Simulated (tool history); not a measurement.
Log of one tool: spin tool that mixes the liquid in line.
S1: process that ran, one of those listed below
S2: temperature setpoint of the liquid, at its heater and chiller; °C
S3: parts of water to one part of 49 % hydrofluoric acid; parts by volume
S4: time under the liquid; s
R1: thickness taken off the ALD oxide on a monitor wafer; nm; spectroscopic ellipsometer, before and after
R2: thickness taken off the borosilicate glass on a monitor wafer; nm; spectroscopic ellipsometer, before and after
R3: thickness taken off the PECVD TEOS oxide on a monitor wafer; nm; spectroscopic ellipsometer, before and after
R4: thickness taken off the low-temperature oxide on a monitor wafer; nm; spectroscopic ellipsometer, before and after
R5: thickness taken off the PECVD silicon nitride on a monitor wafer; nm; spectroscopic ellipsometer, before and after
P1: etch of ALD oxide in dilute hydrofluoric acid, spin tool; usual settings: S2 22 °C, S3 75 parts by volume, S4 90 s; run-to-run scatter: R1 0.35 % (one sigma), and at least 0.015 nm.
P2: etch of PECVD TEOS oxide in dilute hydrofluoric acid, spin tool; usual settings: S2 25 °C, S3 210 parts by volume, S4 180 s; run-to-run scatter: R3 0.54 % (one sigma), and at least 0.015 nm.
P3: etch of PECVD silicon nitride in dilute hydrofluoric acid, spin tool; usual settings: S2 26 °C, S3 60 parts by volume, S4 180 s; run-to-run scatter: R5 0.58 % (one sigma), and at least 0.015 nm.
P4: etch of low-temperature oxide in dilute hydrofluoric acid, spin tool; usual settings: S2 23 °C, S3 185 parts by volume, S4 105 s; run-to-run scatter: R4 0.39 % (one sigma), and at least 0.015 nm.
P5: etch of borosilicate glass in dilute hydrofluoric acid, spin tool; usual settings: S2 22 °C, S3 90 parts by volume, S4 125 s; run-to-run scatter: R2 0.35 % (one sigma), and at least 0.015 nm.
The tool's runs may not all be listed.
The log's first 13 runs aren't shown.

run  hour  S1    S2   S3   S4      R1      R2      R3      R4       R5
 14  55.6  P4    23  185   15                          1.8726
 15  59.9  P3    34   60  180                                   19.196
 16  63.7  P5    17   90  125          28.538
 17  67.8  P4    23  185  105                          13.214
 18  70.9  P3    26   60   15                                  0.95663
 19  73.9  P4    17  185  105                          10.498
 20  78.2  P1    22   75   45  9.9302
 21    81  P3    26   30  180                                    22.64
 22  83.7  P5    22   90   15          4.2037
 23  86.8  P2    25   45  180                  39.544
 24  91.2  P1  29.5   75   90  26.662

Run 25 comes next. What will it give?
 25  96.6  P1  22  110  175   ?

R1: 25.493 nm
